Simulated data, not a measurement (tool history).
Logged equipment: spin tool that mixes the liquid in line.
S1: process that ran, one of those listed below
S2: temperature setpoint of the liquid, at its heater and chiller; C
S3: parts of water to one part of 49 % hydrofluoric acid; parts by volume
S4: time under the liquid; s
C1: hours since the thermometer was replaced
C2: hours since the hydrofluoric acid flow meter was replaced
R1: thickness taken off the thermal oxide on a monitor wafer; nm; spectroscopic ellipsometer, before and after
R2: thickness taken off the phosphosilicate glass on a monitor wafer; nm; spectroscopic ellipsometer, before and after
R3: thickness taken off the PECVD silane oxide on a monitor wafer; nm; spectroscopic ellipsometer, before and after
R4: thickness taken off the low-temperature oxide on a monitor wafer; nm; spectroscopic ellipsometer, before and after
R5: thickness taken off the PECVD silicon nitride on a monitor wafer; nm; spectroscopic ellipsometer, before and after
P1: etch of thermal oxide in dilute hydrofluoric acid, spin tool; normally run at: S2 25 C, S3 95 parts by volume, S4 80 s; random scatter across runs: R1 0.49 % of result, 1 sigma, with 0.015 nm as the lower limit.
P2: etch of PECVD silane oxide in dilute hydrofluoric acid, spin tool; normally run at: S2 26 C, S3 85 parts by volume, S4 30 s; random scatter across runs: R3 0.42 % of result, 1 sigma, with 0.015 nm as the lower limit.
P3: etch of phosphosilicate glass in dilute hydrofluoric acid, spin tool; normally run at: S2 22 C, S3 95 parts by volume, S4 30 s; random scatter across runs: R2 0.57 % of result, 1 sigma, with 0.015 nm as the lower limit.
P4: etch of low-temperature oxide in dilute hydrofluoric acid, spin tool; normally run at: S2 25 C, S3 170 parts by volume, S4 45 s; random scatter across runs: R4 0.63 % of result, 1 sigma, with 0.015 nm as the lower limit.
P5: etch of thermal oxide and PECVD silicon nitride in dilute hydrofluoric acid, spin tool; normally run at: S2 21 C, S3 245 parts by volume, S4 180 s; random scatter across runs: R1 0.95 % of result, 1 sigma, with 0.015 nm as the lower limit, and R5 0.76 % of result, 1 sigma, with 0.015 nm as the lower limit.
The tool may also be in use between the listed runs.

run,hour,S1,S2,S3,S4,C1,C2,R1,R2,R3,R4,R5
1,5,P1,25,95,80,447.8,1437.4,4.1496,,,,
2,11.3,P3,22,95,15,454.1,1443.7,,21.235,,,
3,14.8,P2,26,25,30,457.6,1447.2,,,34.351,,
4,19.5,P1,25,95,125,462.3,1451.9,6.4845,,,,
5,22.6,P2,30.5,85,30,465.4,1455,,,10.96,,
6,26.2,P1,20.5,95,80,469,1458.6,3.4378,,,,
7,30.5,P3,22,95,30,473.3,1462.9,,42.713,,,
8,36.3,P1,25,95,80,479.1,1468.7,4.1478,,,,
9,42.2,P1,25,95,80,485,1474.6,4.1547,,,,
10,47,P4,18.5,170,45,489.8,1479.4,,,,3.6684,
11,53,P5,21,245,180,495.8,1485.4,2.6352,,,,2.78
12,57.6,P1,25,145,130,500.4,1490,4.1493,,,,
13,61.3,P2,26,85,30,504.1,1493.7,,,9.1926,,
14,67.7,P4,25,170,45,510.5,1500.1,,,,4.7062,
15,71.4,P1,25,20,80,514.2,1503.8,21.929,,,,
16,76.1,P3,28,95,30,518.9,1508.5,,54.322,,,
17,79.8,P5,29,245,180,522.6,1512.2,3.5484,,,,4.546
18,84.6,P1,31,95,80,527.4,1517,5.2233,,,,
19,90.8,P4,25,265,45,533.6,1523.2,,,,2.7305,
20,96.7,P5,21,245,355,539.5,1529.1,5.2251,,,,5.4104
21,102.8,P1,25,155,80,545.6,1535.2,2.3644,,,,
22,108.2,P1,25,40,115,551,1540.6,15.112,,,,
23,112.8,P1,25,95,40,555.6,1545.2,2.0906,,,,
24,117.3,P2,26,85,15,560.1,1549.7,,,4.6475,,
25,122.7,P1,25,95,80,565.5,1555.1,4.1933,,,,
26,125.9,P5,21,110,180,568.7,1558.3,6.7557,,,,6.1259
27,132.3,P4,25,170,70,575.1,1564.7,,,,7.2908,
28,136.1,P3,22,165,30,578.9,1568.5,,22.742,,,
29,141.1,P1,25,95,80,583.9,1573.5,4.1596,,,,
30,146,P1,25,95,80,588.8,1578.4,3.9877,,,,
31,151,P1,25,95,80,593.8,1583.4,3.9038,,,,
32,154.7,P1,25,95,80,597.5,1587.1,3.9267,,,,
33,157.6,P1,25,95,80,600.4,1590,3.8853,,,,
34,162.5,P1,25,95,80,605.3,1594.9,3.8526,,,,
35,165.6,P1,25,95,80,608.4,1598,3.7878,,,,
36,171.1,P1,25,95,80,613.9,1603.5,3.8239,,,,
37,176.1,P1,25,95,80,618.9,1608.5,3.7724,,,,
38,180.8,P1,25,95,80,623.6,1613.2,3.7581,,,,

P1 has crept away from where it was. The log is fitted equally well by each of these 2 causes, at the sizes shown:
A: liquid colder than its thermometer reads (K) = 2.18
B: hydrofluoric acid flow below the setpoint (%) = 7.39
Onset of the creep was near hour 141.1.

The check runs listed below each take one wafer, and their results are still question marks. Under which run would the listed causes lead to clearly different results?
check 1,185.5,P4,20,170,45,,,,,,?,
check 2,185.5,P2,30,85,30,,,,,?,,
check 3,185.5,P3,22,165,30,,,,?,,,
check 4,185.5,P5,21,245,275,,,?,,,,?

What each check would give under each cause:
check,result,if A,if B
check 1,R4,3.5762,3.5626
check 2,R3,9.8913,9.8629
check 3,R2,20.927,20.809
check 4,R1,3.6948,3.6462
check 4,R5,3.6931,3.9462
Smallest distance between any two causes, each pair judged by its most separating result, in per cent: check 1 0.38 %; check 2 0.29 %; check 3 0.56 %; check 4 6.63 %
Only check 4 tells the causes apart: in the others they would give nearly the same result.

Then check 4 was run and gave: R1 3.646 nm; R5 3.9311 nm. Which cause is it?

It is B: hydrofluoric acid flow below the setpoint (%).
